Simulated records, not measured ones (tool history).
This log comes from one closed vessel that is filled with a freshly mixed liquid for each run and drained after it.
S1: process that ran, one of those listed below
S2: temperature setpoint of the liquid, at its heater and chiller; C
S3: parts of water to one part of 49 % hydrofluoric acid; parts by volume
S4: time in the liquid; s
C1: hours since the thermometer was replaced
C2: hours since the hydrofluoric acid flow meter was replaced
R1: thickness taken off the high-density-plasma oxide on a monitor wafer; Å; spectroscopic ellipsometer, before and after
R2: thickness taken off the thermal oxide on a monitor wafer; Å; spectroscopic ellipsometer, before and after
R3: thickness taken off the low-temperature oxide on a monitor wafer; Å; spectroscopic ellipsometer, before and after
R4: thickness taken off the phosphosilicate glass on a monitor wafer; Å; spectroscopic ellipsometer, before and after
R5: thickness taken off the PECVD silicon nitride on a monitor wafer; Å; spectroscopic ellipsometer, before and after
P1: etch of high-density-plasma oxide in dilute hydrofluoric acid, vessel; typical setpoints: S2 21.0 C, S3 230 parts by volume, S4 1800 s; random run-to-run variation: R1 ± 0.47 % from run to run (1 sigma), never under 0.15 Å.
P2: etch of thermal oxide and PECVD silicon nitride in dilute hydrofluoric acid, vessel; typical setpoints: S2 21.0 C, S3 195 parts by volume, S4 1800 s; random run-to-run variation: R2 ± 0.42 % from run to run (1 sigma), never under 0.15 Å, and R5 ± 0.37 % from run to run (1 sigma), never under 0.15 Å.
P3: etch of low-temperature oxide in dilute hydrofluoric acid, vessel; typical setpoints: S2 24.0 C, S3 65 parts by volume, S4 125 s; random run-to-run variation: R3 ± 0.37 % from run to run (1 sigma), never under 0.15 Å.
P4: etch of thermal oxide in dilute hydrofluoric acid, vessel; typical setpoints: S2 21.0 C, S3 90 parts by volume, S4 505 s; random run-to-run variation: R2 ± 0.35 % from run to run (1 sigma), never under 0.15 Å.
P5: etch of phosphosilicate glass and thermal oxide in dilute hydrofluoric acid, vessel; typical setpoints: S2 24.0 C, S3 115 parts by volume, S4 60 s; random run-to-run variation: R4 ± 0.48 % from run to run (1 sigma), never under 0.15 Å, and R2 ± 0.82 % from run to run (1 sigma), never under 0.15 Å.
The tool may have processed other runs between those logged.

| run | hour | S1 | S2 | S3 | S4 | C1 | C2 | R1 | R2 | R3 | R4 | R5 |
|---|---|---|---|---|---|---|---|---|---|---|---|---|
| 1 | 8.9 | P1 | 21.0 | 230 | 1800 | 463.3 | 633.1 | 311.650 |  |  |  |  |
| 2 | 14.8 | P4 | 21.0 | 90 | 130 | 469.2 | 639.0 |  | 59.322 |  |  |  |
| 3 | 22.6 | P3 | 24.0 | 65 | 125 | 477.0 | 646.8 |  |  | 477.65 |  |  |
| 4 | 28.3 | P5 | 24.0 | 115 | 60 | 482.7 | 652.5 |  | 25.385 |  | 435.45 |  |
| 5 | 36.4 | P3 | 24.0 | 65 | 30 | 490.8 | 660.6 |  |  | 115.37 |  |  |
| 6 | 42.8 | P5 | 24.0 | 115 | 30 | 497.2 | 667.0 |  | 12.622 |  | 217.69 |  |
| 7 | 52.7 | P1 | 17.0 | 230 | 1800 | 507.1 | 676.9 | 267.010 |  |  |  |  |
| 8 | 61.5 | P2 | 21.0 | 285 | 1800 | 515.9 | 685.7 |  | 213.590 |  |  | 122.83 |
| 9 | 68.2 | P3 | 24.0 | 65 | 125 | 522.6 | 692.4 |  |  | 485.47 |  |  |
| 10 | 77.2 | P1 | 17.0 | 230 | 2970 | 531.6 | 701.4 | 442.010 |  |  |  |  |
| 11 | 87.5 | P1 | 21.0 | 335 | 1800 | 541.9 | 711.7 | 195.250 |  |  |  |  |
| 12 | 98.2 | P2 | 21.0 | 195 | 3135 | 552.6 | 722.4 |  | 590.690 |  |  | 309.84 |
| 13 | 104.2 | P1 | 21.0 | 230 | 1800 | 558.6 | 728.4 | 312.890 |  |  |  |  |
| 14 | 110.2 | P1 | 21.0 | 145 | 1800 | 564.6 | 734.4 | 543.290 |  |  |  |  |
| 15 | 118.4 | P2 | 21.0 | 195 | 1800 | 572.8 | 742.6 |  | 338.580 |  |  | 177.77 |
| 16 | 127.6 | P4 | 21.0 | 90 | 505 | 582.0 | 751.8 |  | 230.180 |  |  |  |
| 17 | 136.6 | P1 | 21.0 | 230 | 30 | 591.0 | 760.8 | 5.471 |  |  |  |  |
| 18 | 143.6 | P1 | 21.0 | 230 | 3415 | 598.0 | 767.8 | 595.940 |  |  |  |  |
| 19 | 151.8 | P4 | 28.5 | 90 | 505 | 606.2 | 776.0 |  | 310.180 |  |  |  |
| 20 | 161.4 | P5 | 24.0 | 115 | 60 | 615.8 | 785.6 |  | 24.130 |  | 435.40 |  |
| 21 | 166.1 | P1 | 27.5 | 230 | 1800 | 620.5 | 790.3 | 394.040 |  |  |  |  |
| 22 | 173.0 | P1 | 26.5 | 230 | 280 | 627.4 | 797.2 | 59.379 |  |  |  |  |
| 23 | 177.9 | P4 | 21.0 | 160 | 505 | 632.3 | 802.1 |  | 119.520 |  |  |  |
| 24 | 184.9 | P1 | 21.0 | 230 | 1800 | 639.3 | 809.1 | 314.030 |  |  |  |  |
| 25 | 191.9 | P1 | 21.0 | 230 | 1800 | 646.3 | 816.1 | 312.000 |  |  |  |  |
| 26 | 198.3 | P3 | 30.0 | 65 | 125 | 652.7 | 822.5 |  |  | 610.98 |  |  |
| 27 | 205.0 | P2 | 21.0 | 195 | 1800 | 659.4 | 829.2 |  | 336.760 |  |  | 177.89 |
| 28 | 215.4 | P5 | 31.5 | 115 | 60 | 669.8 | 839.6 |  | 33.471 |  | 575.03 |  |
| 29 | 221.5 | P2 | 25.0 | 195 | 1800 | 675.9 | 845.7 |  | 391.970 |  |  | 228.25 |
| 30 | 231.4 | P3 | 24.0 | 100 | 125 | 685.8 | 855.6 |  |  | 300.68 |  |  |
| 31 | 237.8 | P5 | 24.0 | 195 | 60 | 692.2 | 862.0 |  | 13.511 |  | 233.78 |  |
| 32 | 246.3 | P1 | 21.0 | 230 | 1800 | 700.7 | 870.5 | 313.210 |  |  |  |  |
| 33 | 253.4 | P1 | 21.0 | 230 | 1800 | 707.8 | 877.6 | 307.780 |  |  |  |  |
| 34 | 263.6 | P1 | 21.0 | 230 | 1800 | 718.0 | 887.8 | 300.360 |  |  |  |  |
| 35 | 271.9 | P1 | 21.0 | 230 | 1800 | 726.3 | 896.1 | 296.530 |  |  |  |  |
| 36 | 278.7 | P1 | 21.0 | 230 | 1800 | 733.1 | 902.9 | 292.820 |  |  |  |  |
| 37 | 286.5 | P1 | 21.0 | 230 | 1800 | 740.9 | 910.7 | 290.120 |  |  |  |  |
| 38 | 297.0 | P1 | 21.0 | 230 | 1800 | 751.4 | 921.2 | 288.520 |  |  |  |  |
| 39 | 305.8 | P1 | 21.0 | 230 | 1800 | 760.2 | 930.0 | 285.830 |  |  |  |  |
| 40 | 315.1 | P1 | 21.0 | 230 | 1800 | 769.5 | 939.3 | 287.340 |  |  |  |  |
| 41 | 321.9 | P1 | 21.0 | 230 | 1800 | 776.3 | 946.1 | 287.280 |  |  |  |  |
| 42 | 332.6 | P1 | 21.0 | 230 | 1800 | 787.0 | 956.8 | 286.500 |  |  |  |  |
| 43 | 341.0 | P1 | 21.0 | 230 | 1800 | 795.4 | 965.2 | 284.230 |  |  |  |  |

P1 has crept away from where it was. The log is fitted equally well by each of these 2 causes, at the sizes shown:
A: liquid colder than its thermometer reads (K) = 2.37
B: hydrofluoric acid flow below the setpoint (%) = 7.05
Onset of the creep was near hour 246.3.

Consider the 4 single-wafer check runs listed below, results given as question marks: which one distinguishes between the causes by giving clearly different results for each?
| check 1 | 349.4 | P2 | 21.0 | 195 | 2950 |  |  |  | ? |  |  | ? |
| check 2 | 349.4 | P5 | 24.0 | 190 | 30 |  |  |  | ? |  | ? |  |
| check 3 | 349.4 | P3 | 29.0 | 95 | 125 |  |  |  |  | ? |  |  |
| check 4 | 349.4 | P4 | 27.5 | 135 | 505 |  |  |  | ? |  |  |  |

What each check would give under each cause:
| check | result | if A | if B |
|---|---|---|---|
| check 1 | R2 | 505.5500 | 507.6000 |
| check 1 | R5 | 248.76 | 270.75 |
| check 2 | R2 | 6.2985 | 6.3027 |
| check 2 | R4 | 110.31 | 110.39 |
| check 3 | R3 | 351.43 | 354.23 |
| check 4 | R2 | 171.5800 | 172.1900 |
Gap, in per cent, between the two causes that each check separates least, read from the result that separates them most: check 1 8.47 %; check 2 0.07 %; check 3 0.79 %; check 4 0.35 %
The causes can be told apart only by check 1. The other checks would give nearly the same results under each of them.

With check 1 done, the readings were: R2 507.8900 Å; R5 270.55 Å. Identify which of the listed causes applies.

The correct cause is B, namely: hydrofluoric acid flow below the setpoint (%).
